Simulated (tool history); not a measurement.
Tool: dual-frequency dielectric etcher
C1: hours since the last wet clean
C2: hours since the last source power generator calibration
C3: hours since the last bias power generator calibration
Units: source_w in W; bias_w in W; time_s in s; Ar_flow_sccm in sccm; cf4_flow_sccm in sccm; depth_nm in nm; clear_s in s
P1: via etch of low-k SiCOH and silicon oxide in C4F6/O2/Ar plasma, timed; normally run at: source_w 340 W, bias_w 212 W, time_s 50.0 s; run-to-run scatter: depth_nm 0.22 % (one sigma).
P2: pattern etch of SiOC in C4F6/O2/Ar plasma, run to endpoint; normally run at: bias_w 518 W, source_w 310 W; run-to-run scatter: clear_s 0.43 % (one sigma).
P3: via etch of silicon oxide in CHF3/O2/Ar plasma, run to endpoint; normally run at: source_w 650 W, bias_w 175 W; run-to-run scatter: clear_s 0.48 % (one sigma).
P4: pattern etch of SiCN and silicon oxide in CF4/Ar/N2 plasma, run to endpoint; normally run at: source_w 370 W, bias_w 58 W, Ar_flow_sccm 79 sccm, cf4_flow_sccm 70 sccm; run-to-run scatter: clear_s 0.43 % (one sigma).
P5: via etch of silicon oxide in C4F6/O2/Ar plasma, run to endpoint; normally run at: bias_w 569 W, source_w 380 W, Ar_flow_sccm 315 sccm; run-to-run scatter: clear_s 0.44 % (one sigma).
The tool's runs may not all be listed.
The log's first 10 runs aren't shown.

run 11 day=1.433 | process=P1 source_w=340 bias_w=212 time_s=50.0 | C1=8.2 C2=736.1 C3=1210.5 | depth_nm=128.680
run 12 day=1.550 | process=P1 source_w=340 bias_w=212 time_s=36.0 | C1=11.0 C2=738.9 C3=1213.3 | depth_nm=92.396
run 13 day=1.642 | process=P3 source_w=650 bias_w=233 | C1=13.2 C2=741.1 C3=1215.5 | clear_s=285.270
run 14 day=1.750 | process=P5 source_w=380 bias_w=686 Ar_flow_sccm=315 | C1=15.8 C2=743.7 C3=1218.1 | clear_s=19.788
run 15 day=1.867 | process=P4 source_w=370 bias_w=38 Ar_flow_sccm=79 cf4_flow_sccm=70 | C1=18.6 C2=746.5 C3=1220.9 | clear_s=25.417
run 16 day=2.021 | process=P1 source_w=460 bias_w=212 time_s=64.5 | C1=22.3 C2=750.2 C3=1224.6 | depth_nm=185.150
run 17 day=2.200 | process=P1 source_w=340 bias_w=212 time_s=50.0 | C1=26.6 C2=754.5 C3=1228.9 | depth_nm=128.900
run 18 day=2.296 | process=P2 source_w=310 bias_w=678 | C1=28.9 C2=756.8 C3=1231.2 | clear_s=10.600
run 19 day=2.479 | process=P2 source_w=240 bias_w=518 | C1=33.3 C2=761.2 C3=1235.6 | clear_s=12.920
run 20 day=2.621 | process=P1 source_w=340 bias_w=212 time_s=68.5 | C1=36.7 C2=764.6 C3=1239.0 | depth_nm=176.170
run 21 day=2.796 | process=P1 source_w=210 bias_w=212 time_s=50.0 | C1=40.9 C2=768.8 C3=1243.2 | depth_nm=106.840
run 22 day=2.917 | process=P4 source_w=520 bias_w=58 Ar_flow_sccm=79 cf4_flow_sccm=70 | C1=43.8 C2=771.7 C3=1246.1 | clear_s=16.631
run 23 day=3.096 | process=P2 source_w=310 bias_w=518 | C1=48.1 C2=776.0 C3=1250.4 | clear_s=11.825
run 24 day=3.275 | process=P3 source_w=410 bias_w=175 | C1=52.4 C2=780.3 C3=1254.7 | clear_s=374.080
-- day=3.354 source power generator calibrated
run 25 day=3.450 | process=P1 source_w=340 bias_w=212 time_s=50.0 | C1=56.6 C2=2.3 C3=1258.9 | depth_nm=128.380
run 26 day=3.633 | process=P5 source_w=380 bias_w=569 Ar_flow_sccm=315 | C1=61.0 C2=6.7 C3=1263.3 | clear_s=21.416

Forecast run 27:
run 27 day=3.812 | process=P1 source_w=450 bias_w=212 time_s=50.0 | C1=65.3 C2=11.0 C3=1267.6 | depth_nm=?

Run 27 gave depth_nm 142.750 nm.
